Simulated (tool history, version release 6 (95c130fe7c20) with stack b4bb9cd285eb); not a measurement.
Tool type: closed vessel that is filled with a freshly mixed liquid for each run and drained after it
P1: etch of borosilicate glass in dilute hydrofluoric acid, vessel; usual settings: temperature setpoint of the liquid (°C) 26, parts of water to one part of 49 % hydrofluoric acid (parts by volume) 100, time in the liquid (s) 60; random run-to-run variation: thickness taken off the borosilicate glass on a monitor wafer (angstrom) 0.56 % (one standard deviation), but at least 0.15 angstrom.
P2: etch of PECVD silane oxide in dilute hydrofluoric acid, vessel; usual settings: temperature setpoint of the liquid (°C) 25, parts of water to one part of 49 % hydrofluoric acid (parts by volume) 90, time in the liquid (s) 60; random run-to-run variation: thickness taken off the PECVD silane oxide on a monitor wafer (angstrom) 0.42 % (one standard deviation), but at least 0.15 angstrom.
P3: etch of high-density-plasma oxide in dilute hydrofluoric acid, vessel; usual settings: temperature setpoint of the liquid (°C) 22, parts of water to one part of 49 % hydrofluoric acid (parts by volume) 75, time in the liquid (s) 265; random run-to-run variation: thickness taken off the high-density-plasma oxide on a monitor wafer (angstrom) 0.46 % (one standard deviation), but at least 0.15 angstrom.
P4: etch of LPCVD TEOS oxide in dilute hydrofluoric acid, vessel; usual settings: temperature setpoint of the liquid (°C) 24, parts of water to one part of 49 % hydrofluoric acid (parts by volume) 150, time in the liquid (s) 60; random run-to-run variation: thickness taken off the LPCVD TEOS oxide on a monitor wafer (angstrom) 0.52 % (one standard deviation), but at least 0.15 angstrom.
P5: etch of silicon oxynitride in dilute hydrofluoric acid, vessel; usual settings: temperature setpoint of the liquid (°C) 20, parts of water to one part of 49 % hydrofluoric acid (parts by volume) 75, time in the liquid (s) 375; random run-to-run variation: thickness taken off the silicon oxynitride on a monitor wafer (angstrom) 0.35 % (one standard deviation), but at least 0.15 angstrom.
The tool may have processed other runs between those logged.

run   hour  process that ran  temperature setpoint of the liquid (°C)  parts of water to one part of 49 % hydrofluoric acid (parts by volume)  time in the liquid (s)  hours since the thermometer was replaced  hours since the hydrofluoric acid flow meter was replaced  thickness taken off the borosilicate glass on a monitor wafer (angstrom)  thickness taken off the silicon oxynitride on a monitor wafer (angstrom)  thickness taken off the LPCVD TEOS oxide on a monitor wafer (angstrom)  thickness taken off the high-density-plasma oxide on a monitor wafer (angstrom)  thickness taken off the PECVD silane oxide on a monitor wafer (angstrom)
  1    8.1                P1                                       26                                                                     100                      60                                     653.7                                                        440                                                                    242.16
  2   20.5                P1                                       26                                                                     100                      60                                     666.1                                                      452.4                                                                    241.14
  3   26.9                P1                                       26                                                                     100                      60                                     672.5                                                      458.8                                                                    241.95
  4   41.3                P5                                       20                                                                     125                     375                                     686.9                                                      473.2                                                                                                                                              113.82
  5   51.1                P1                                       26                                                                      50                      60                                     696.7                                                        483                                                                    509.06
  6   62.6                P1                                       26                                                                     100                      60                                     708.2                                                      494.5                                                                    241.56
  7   70.6                P4                                       31                                                                     150                      60                                     716.2                                                      502.5                                                                                                                                                                                                                      200.48
  8     79                P1                                       18                                                                     100                      60                                     724.6                                                      510.9                                                                    174.07
  9     92                P5                                       20                                                                      75                     660                                     737.6                                                      523.9                                                                                                                                              344.77
 10  100.6                P4                                       24                                                                     150                      60                                     746.2                                                      532.5                                                                                                                                                                                                                      156.41
 11  109.8                P1                                       26                                                                     180                      60                                     755.4                                                      541.7                                                                    121.42
 12  117.7                P3                                       17                                                                      75                     265                                     763.3                                                      549.6                                                                                                                                                                                                                                                                                                       171.11
 13  124.3                P4                                       24                                                                     225                      60                                     769.9                                                      556.2                                                                                                                                                                                                                      95.841
 14  137.4                P5                                       17                                                                      75                     375                                       783                                                      569.3                                                                                                                                              168.53
 15  151.7                P1                                     30.5                                                                     100                      85                                     797.3                                                      583.6                                                                    402.47
 16  162.9                P1                                       26                                                                     100                      60                                     808.5                                                      594.8                                                                    242.77
 17    175                P5                                       20                                                                      75                     375                                     820.6                                                      606.9                                                                                                                                              195.64
 18  189.4                P1                                       26                                                                     100                      30                                       835                                                      621.3                                                                    120.56
 19  199.7                P1                                       26                                                                     100                      60                                     845.3                                                      631.6                                                                    244.02
 20  213.5                P2                                     19.5                                                                      90                      60                                     859.1                                                      645.4                                                                                                                                                                                                                                                                                                                                                                                 163.32
 21  224.3                P3                                       22                                                                      75                     490                                     869.9                                                      656.2                                                                                                                                                                                                                                                                                                       388.27
 22  230.8                P1                                       26                                                                     140                      30                                     876.4                                                      662.7                                                                    81.443

Run 23 is up next; what results do you expect?
 23  244.7                P3                                       22                                                                     135                     265                                     890.3                                                      676.6                                                                                                                                                                                                                                                                                                            ?

{"run 23": {"thickness taken off the high-density-plasma oxide on a monitor wafer (angstrom)": 109.18}}
